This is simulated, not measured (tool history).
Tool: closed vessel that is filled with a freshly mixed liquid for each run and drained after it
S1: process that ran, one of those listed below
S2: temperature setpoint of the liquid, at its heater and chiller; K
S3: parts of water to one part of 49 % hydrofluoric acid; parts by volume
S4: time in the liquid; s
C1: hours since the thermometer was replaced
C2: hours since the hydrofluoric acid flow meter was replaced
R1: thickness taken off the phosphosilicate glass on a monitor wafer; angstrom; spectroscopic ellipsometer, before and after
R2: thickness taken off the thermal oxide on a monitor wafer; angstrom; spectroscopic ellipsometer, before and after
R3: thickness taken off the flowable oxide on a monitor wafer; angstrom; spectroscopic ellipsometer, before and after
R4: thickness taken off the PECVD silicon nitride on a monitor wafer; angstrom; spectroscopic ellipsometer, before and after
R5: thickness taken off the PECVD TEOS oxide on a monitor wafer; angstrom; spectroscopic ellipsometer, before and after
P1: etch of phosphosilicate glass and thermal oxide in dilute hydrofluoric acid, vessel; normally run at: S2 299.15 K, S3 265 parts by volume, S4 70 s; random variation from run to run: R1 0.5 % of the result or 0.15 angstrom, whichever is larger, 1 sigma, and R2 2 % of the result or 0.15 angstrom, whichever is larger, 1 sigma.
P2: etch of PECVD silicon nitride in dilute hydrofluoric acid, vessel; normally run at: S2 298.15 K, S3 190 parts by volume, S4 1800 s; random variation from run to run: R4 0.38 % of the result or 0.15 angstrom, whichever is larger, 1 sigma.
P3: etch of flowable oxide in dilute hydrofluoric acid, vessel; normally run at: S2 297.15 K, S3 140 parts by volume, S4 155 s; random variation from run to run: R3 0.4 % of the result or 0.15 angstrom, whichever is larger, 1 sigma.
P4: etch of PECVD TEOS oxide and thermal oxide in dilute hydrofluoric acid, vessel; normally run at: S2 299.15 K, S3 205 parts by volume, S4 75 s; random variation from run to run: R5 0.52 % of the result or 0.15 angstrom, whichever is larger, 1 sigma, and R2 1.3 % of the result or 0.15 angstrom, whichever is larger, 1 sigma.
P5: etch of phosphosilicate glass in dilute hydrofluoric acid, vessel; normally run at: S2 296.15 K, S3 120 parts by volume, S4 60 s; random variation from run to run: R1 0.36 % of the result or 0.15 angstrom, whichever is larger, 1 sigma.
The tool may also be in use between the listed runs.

{"run": 1, "hour": 10.9, "S1": "P1", "S2": 299.15, "S3": 265, "S4": 70, "C1": 1840.5, "C2": 471.6, "R1": 262.28, "R2": 13.112}
{"run": 2, "hour": 24.7, "S1": "P5", "S2": 296.15, "S3": 120, "S4": 60, "C1": 1854.3, "C2": 485.4, "R1": 842.93}
{"run": 3, "hour": 41.5, "S1": "P1", "S2": 299.15, "S3": 265, "S4": 70, "C1": 1871.1, "C2": 502.2, "R1": 259.97, "R2": 12.571}
{"run": 4, "hour": 58.1, "S1": "P1", "S2": 299.15, "S3": 265, "S4": 35, "C1": 1887.7, "C2": 518.8, "R1": 130.15, "R2": 6.5367}
{"run": 5, "hour": 71.2, "S1": "P1", "S2": 299.15, "S3": 390, "S4": 70, "C1": 1900.8, "C2": 531.9, "R1": 156.61, "R2": 7.5023}
{"run": 6, "hour": 89.7, "S1": "P3", "S2": 297.15, "S3": 140, "S4": 155, "C1": 1919.3, "C2": 550.4, "R3": 492.94}
{"run": 7, "hour": 107.6, "S1": "P2", "S2": 290.15, "S3": 190, "S4": 1800, "C1": 1937.2, "C2": 568.3, "R4": 190.96}
{"run": 8, "hour": 124.9, "S1": "P2", "S2": 298.15, "S3": 65, "S4": 1800, "C1": 1954.5, "C2": 585.6, "R4": 935.51}
{"run": 9, "hour": 133.0, "S1": "P4", "S2": 299.15, "S3": 205, "S4": 75, "C1": 1962.6, "C2": 593.7, "R2": 16.991, "R5": 89.098}
{"run": 10, "hour": 148.4, "S1": "P3", "S2": 297.15, "S3": 140, "S4": 235, "C1": 1978, "C2": 609.1, "R3": 745.63}
{"run": 11, "hour": 161.1, "S1": "P1", "S2": 299.15, "S3": 265, "S4": 105, "C1": 1990.7, "C2": 621.8, "R1": 387.22, "R2": 19.016}
{"run": 12, "hour": 178.0, "S1": "P1", "S2": 299.15, "S3": 265, "S4": 70, "C1": 2007.6, "C2": 638.7, "R1": 262.32, "R2": 12.488}
{"run": 13, "hour": 188.6, "S1": "P2", "S2": 298.15, "S3": 190, "S4": 1800, "C1": 2018.2, "C2": 649.3, "R4": 320.79}
{"run": 14, "hour": 198.8, "S1": "P2", "S2": 298.15, "S3": 190, "S4": 365, "C1": 2028.4, "C2": 659.5, "R4": 65.29}
{"run": 15, "hour": 207.6, "S1": "P5", "S2": 296.15, "S3": 120, "S4": 30, "C1": 2037.2, "C2": 668.3, "R1": 419.13}
{"run": 16, "hour": 215.8, "S1": "P2", "S2": 298.15, "S3": 190, "S4": 1800, "C1": 2045.4, "C2": 676.5, "R4": 322.54}
{"run": 17, "hour": 230.4, "S1": "P4", "S2": 299.15, "S3": 205, "S4": 125, "C1": 2060, "C2": 691.1, "R2": 29.121, "R5": 148.16}
{"run": 18, "hour": 243.3, "S1": "P3", "S2": 297.15, "S3": 140, "S4": 155, "C1": 2072.9, "C2": 704, "R3": 493.95}
{"run": 19, "hour": 261.6, "S1": "P1", "S2": 299.15, "S3": 415, "S4": 30, "C1": 2091.2, "C2": 722.3, "R1": 61.818, "R2": 3.1602}
{"run": 20, "hour": 269.7, "S1": "P4", "S2": 299.15, "S3": 205, "S4": 75, "C1": 2099.3, "C2": 730.4, "R2": 17.911, "R5": 88.832}
{"run": 21, "hour": 279.0, "S1": "P4", "S2": 299.15, "S3": 365, "S4": 75, "C1": 2108.6, "C2": 739.7, "R2": 8.3352, "R5": 42.661}
{"run": 22, "hour": 295.5, "S1": "P1", "S2": 299.15, "S3": 265, "S4": 70, "C1": 2125.1, "C2": 756.2, "R1": 263.62, "R2": 12.576}
{"run": 23, "hour": 308.8, "S1": "P1", "S2": 305.65, "S3": 265, "S4": 70, "C1": 2138.4, "C2": 769.5, "R1": 323.57, "R2": 14.691}
{"run": 24, "hour": 317.6, "S1": "P5", "S2": 296.15, "S3": 205, "S4": 60, "C1": 2147.2, "C2": 778.3, "R1": 447.24}
{"run": 25, "hour": 333.7, "S1": "P4", "S2": 303.65, "S3": 205, "S4": 75, "C1": 2163.3, "C2": 794.4, "R2": 20.74, "R5": 103.63}
{"run": 26, "hour": 349.8, "S1": "P3", "S2": 297.15, "S3": 250, "S4": 155, "C1": 2179.4, "C2": 810.5, "R3": 245.12}
{"run": 27, "hour": 366.9, "S1": "P1", "S2": 299.15, "S3": 265, "S4": 70, "C1": 2196.5, "C2": 827.6, "R1": 258.72, "R2": 12.133}
{"run": 28, "hour": 379.7, "S1": "P3", "S2": 301.65, "S3": 140, "S4": 155, "C1": 2209.3, "C2": 840.4, "R3": 587.74}
{"run": 29, "hour": 391.9, "S1": "P1", "S2": 292.65, "S3": 265, "S4": 70, "C1": 2221.5, "C2": 852.6, "R1": 205.9, "R2": 10.254}
{"run": 30, "hour": 408.7, "S1": "P5", "S2": 303.15, "S3": 120, "S4": 60, "C1": 2238.3, "C2": 869.4, "R1": 1096.4}
{"run": 31, "hour": 419.2, "S1": "P1", "S2": 291.65, "S3": 265, "S4": 120, "C1": 2248.8, "C2": 879.9, "R1": 339.19, "R2": 15.952}
{"run": 32, "hour": 431.1, "S1": "P1", "S2": 299.15, "S3": 165, "S4": 70, "C1": 2260.7, "C2": 891.8, "R1": 462.61, "R2": 22.315}
{"run": 33, "hour": 440.1, "S1": "P1", "S2": 299.15, "S3": 265, "S4": 70, "C1": 2269.7, "C2": 900.8, "R1": 259.7, "R2": 12.225}
{"run": 34, "hour": 458.8, "S1": "P1", "S2": 299.15, "S3": 265, "S4": 70, "C1": 2288.4, "C2": 919.5, "R1": 269.9, "R2": 13.556}
{"run": 35, "hour": 468.6, "S1": "P1", "S2": 299.15, "S3": 265, "S4": 70, "C1": 2298.2, "C2": 929.3, "R1": 274.22, "R2": 13.401}
{"run": 36, "hour": 483.7, "S1": "P1", "S2": 299.15, "S3": 265, "S4": 70, "C1": 2313.3, "C2": 944.4, "R1": 275.71, "R2": 12.937}
{"run": 37, "hour": 500.0, "S1": "P1", "S2": 299.15, "S3": 265, "S4": 70, "C1": 2329.6, "C2": 960.7, "R1": 279.89, "R2": 13.17}
{"run": 38, "hour": 512.1, "S1": "P1", "S2": 299.15, "S3": 265, "S4": 70, "C1": 2341.7, "C2": 972.8, "R1": 279.37, "R2": 13.384}
{"run": 39, "hour": 524.9, "S1": "P1", "S2": 299.15, "S3": 265, "S4": 70, "C1": 2354.5, "C2": 985.6, "R1": 280.41, "R2": 13.764}
{"run": 40, "hour": 537.5, "S1": "P1", "S2": 299.15, "S3": 265, "S4": 70, "C1": 2367.1, "C2": 998.2, "R1": 281.61, "R2": 13.272}
{"run": 41, "hour": 555.3, "S1": "P1", "S2": 299.15, "S3": 265, "S4": 70, "C1": 2384.9, "C2": 1016, "R1": 278.81, "R2": 13.157}
{"run": 42, "hour": 574.1, "S1": "P1", "S2": 299.15, "S3": 265, "S4": 70, "C1": 2403.7, "C2": 1034.8, "R1": 280.54, "R2": 13.29}

What P1 gives has crept away from where it was. These 2 causes fit the log equally well, each at the size given:
A: hydrofluoric acid flow above the setpoint (%) = 6.39
B: liquid hotter than its thermometer reads (K) = 2.31
The creep began at about hour 440.1.

4 check runs are offered, one wafer each, their results left as question marks. Which one tells the causes apart?
{"run": "check 1", "hour": 592.9, "S1": "P4", "S2": 299.15, "S3": 265, "S4": 75, "R2": "?", "R5": "?"}
{"run": "check 2", "hour": 592.9, "S1": "P5", "S2": 300.65, "S3": 170, "S4": 60, "R1": "?"}
{"run": "check 3", "hour": 592.9, "S1": "P3", "S2": 300.65, "S3": 250, "S4": 155, "R3": "?"}
{"run": "check 4", "hour": 592.9, "S1": "P2", "S2": 291.65, "S3": 105, "S4": 1800, "R4": "?"}

What each check would give under each cause:
check=check_1 result=R2 if_A=13.687 if_B=13.688
check=check_1 result=R5 if_A=69.54 if_B=69.545
check=check_2 result=R1 if_A=714.87 if_B=721.03
check=check_3 result=R3 if_A=300.69 if_B=300.58
check=check_4 result=R4 if_A=399.18 if_B=439.91
How far apart the two closest causes lie, in the result that separates them most: check 1 0.01 %; check 2 0.86 %; check 3 0.04 %; check 4 9.72 %
Check 4 tells the causes apart: in the others they would give nearly the same result.

Then check 4 was run and gave: R4 439.56 angstrom. Which cause is it?

It is B: liquid hotter than its thermometer reads (K).

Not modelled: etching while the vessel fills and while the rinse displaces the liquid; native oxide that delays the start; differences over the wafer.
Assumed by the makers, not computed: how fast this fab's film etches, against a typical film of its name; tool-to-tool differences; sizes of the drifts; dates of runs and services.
